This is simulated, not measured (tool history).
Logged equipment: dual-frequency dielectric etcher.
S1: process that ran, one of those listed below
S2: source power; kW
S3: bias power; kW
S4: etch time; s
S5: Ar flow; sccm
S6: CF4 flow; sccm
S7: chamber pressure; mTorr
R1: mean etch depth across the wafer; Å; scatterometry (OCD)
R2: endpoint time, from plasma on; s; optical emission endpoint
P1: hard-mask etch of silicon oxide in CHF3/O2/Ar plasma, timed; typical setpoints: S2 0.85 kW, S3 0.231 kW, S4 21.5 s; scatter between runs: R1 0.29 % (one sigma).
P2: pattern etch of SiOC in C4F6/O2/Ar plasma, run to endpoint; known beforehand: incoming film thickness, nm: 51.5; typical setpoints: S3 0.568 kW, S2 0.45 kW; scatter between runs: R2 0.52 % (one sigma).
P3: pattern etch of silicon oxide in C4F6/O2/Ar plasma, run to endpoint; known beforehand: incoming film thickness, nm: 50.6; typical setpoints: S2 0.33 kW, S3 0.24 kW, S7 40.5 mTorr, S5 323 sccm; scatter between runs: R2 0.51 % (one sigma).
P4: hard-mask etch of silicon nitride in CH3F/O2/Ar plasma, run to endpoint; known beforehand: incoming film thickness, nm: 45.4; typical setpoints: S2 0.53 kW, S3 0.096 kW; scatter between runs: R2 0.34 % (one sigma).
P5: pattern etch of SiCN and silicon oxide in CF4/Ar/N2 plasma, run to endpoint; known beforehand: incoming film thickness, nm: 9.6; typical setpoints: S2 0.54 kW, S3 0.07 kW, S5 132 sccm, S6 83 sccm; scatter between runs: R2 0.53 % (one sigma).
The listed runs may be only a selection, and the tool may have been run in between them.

run 1 hour=11.1 | S1=P1 S2=0.85 S3=0.231 S4=21.5 | R1=536.23
run 2 hour=20.7 | S1=P1 S2=0.85 S3=0.231 S4=21.5 | R1=535.86
run 3 hour=27.3 | S1=P5 S2=0.54 S3=0.07 S5=132 S6=83 | R2=9.8873
run 4 hour=33.4 | S1=P1 S2=0.85 S3=0.318 S4=30 | R1=836.92
run 5 hour=41.9 | S1=P1 S2=0.85 S3=0.231 S4=16.5 | R1=411.4
run 6 hour=52.2 | S1=P1 S2=0.85 S3=0.231 S4=21.5 | R1=535.34
-- hour=52.9 bias power generator calibrated
run 7 hour=60.1 | S1=P5 S2=0.54 S3=0.07 S5=132 S6=63 | R2=10.299
run 8 hour=71.9 | S1=P1 S2=0.85 S3=0.231 S4=21.5 | R1=532.32
run 9 hour=81.3 | S1=P1 S2=0.58 S3=0.231 S4=29 | R1=623.35
run 10 hour=92.6 | S1=P1 S2=0.85 S3=0.281 S4=21.5 | R1=572.9
run 11 hour=103.3 | S1=P5 S2=0.54 S3=0.07 S5=132 S6=83 | R2=9.905
run 12 hour=108.9 | S1=P2 S2=0.45 S3=0.437 | R2=16.975
run 13 hour=114.3 | S1=P4 S2=0.53 S3=0.135 | R2=46.667
run 14 hour=124.6 | S1=P5 S2=0.42 S3=0.07 S5=132 S6=83 | R2=12.351
run 15 hour=131.4 | S1=P1 S2=0.57 S3=0.231 S4=21.5 | R1=462.14
run 16 hour=139.2 | S1=P3 S2=0.33 S3=0.24 S5=323 S7=25.5 | R2=15.269
run 17 hour=147.4 | S1=P4 S2=0.53 S3=0.096 | R2=53.307
run 18 hour=157.5 | S1=P3 S2=0.33 S3=0.154 S5=323 S7=40.5 | R2=18.691
run 19 hour=168.3 | S1=P3 S2=0.33 S3=0.24 S5=323 S7=40.5 | R2=15.975
run 20 hour=180.5 | S1=P1 S2=0.54 S3=0.231 S4=27.5 | R1=577.11
run 21 hour=191.6 | S1=P1 S2=1.18 S3=0.231 S4=21.5 | R1=605.05
run 22 hour=198.8 | S1=P1 S2=0.85 S3=0.231 S4=21.5 | R1=536.71
run 23 hour=209.5 | S1=P3 S2=0.33 S3=0.24 S5=190 S7=40.5 | R2=15.237
run 24 hour=221.7 | S1=P3 S2=0.27 S3=0.24 S5=323 S7=40.5 | R2=17.275
run 25 hour=229.2 | S1=P2 S2=0.45 S3=0.568 | R2=15.37
run 26 hour=235.6 | S1=P2 S2=0.62 S3=0.568 | R2=13.752
run 27 hour=244.1 | S1=P1 S2=0.85 S3=0.178 S4=21.5 | R1=489.9
run 28 hour=255.8 | S1=P4 S2=0.34 S3=0.096 | R2=62.676
run 29 hour=263.5 | S1=P5 S2=0.54 S3=0.07 S5=88 S6=83 | R2=9.3022
run 30 hour=273.9 | S1=P5 S2=0.54 S3=0.042 S5=132 S6=83 | R2=11.743
run 31 hour=284.1 | S1=P2 S2=0.45 S3=0.568 | R2=15.311
run 32 hour=293.9 | S1=P4 S2=0.53 S3=0.096 | R2=52.84
run 33 hour=303.2 | S1=P1 S2=0.85 S3=0.231 S4=29 | R1=721.55
run 34 hour=309.8 | S1=P1 S2=0.85 S3=0.231 S4=21.5 | R1=534.33
run 35 hour=321.8 | S1=P1 S2=0.85 S3=0.231 S4=21.5 | R1=538.24
run 36 hour=330.2 | S1=P1 S2=0.85 S3=0.231 S4=21.5 | R1=536.71
run 37 hour=342.4 | S1=P1 S2=0.85 S3=0.231 S4=21.5 | R1=539.63
run 38 hour=350.4 | S1=P1 S2=0.85 S3=0.231 S4=21.5 | R1=541.98
run 39 hour=359.4 | S1=P1 S2=0.85 S3=0.231 S4=21.5 | R1=540.01
run 40 hour=366.3 | S1=P1 S2=0.85 S3=0.231 S4=21.5 | R1=542.42
-- hour=370 wet clean of the chamber
run 41 hour=378 | S1=P1 S2=0.85 S3=0.231 S4=21.5 | R1=542.56
run 42 hour=387.4 | S1=P1 S2=0.85 S3=0.231 S4=21.5 | R1=542.33
run 43 hour=397.1 | S1=P1 S2=0.85 S3=0.231 S4=21.5 | R1=544.14
run 44 hour=404.5 | S1=P1 S2=0.85 S3=0.231 S4=21.5 | R1=542.8

What P1 gives has crept off from where it sat before. The 2 causes that follow fit the log equally well, each at the size noted:
A: source power that arrives over what is set, % = 3.84
B: bias power that arrives over what is set, % = 4.22
The creep began at about hour 309.8.
Ruled out, with reasons:
chamber walls in a state that raises the etch rate, %: was serviced at hour 370, once the creep was under way, yet the earlier output never came back

Of the 4 check runs below, each run on 3 wafers with the results averaged and each result still a question mark, which one would tell the listed causes apart?
run check 1 hour=411.9 | S1=P2 S2=0.61 S3=0.445 | R2=?
run check 2 hour=411.9 | S1=P5 S2=0.54 S3=0.048 S5=105 S6=83 | R2=?
run check 3 hour=411.9 | S1=P4 S2=0.4 S3=0.134 | R2=?
run check 4 hour=411.9 | S1=P3 S2=0.33 S3=0.24 S5=207 S7=26.5 | R2=?

Expected result of each check under each candidate cause:
check=check_1 result=R2 if_A=14.809 if_B=14.798
check=check_2 result=R2 if_A=10.388 if_B=10.614
check=check_3 result=R2 if_A=51.414 if_B=51.302
check=check_4 result=R2 if_A=14.372 if_B=14.377
Separation of the two closest causes in each check, using whichever result separates them best: check 1 0.08 %; check 2 2.15 %; check 3 0.22 %; check 4 0.03 %
Only check 2 tells the causes apart: in the others they would give nearly the same result.

Check 2 was then run and gave: R2 10.638 s. Which cause is it?

The correct cause is B, namely: bias power that arrives over what is set, %.

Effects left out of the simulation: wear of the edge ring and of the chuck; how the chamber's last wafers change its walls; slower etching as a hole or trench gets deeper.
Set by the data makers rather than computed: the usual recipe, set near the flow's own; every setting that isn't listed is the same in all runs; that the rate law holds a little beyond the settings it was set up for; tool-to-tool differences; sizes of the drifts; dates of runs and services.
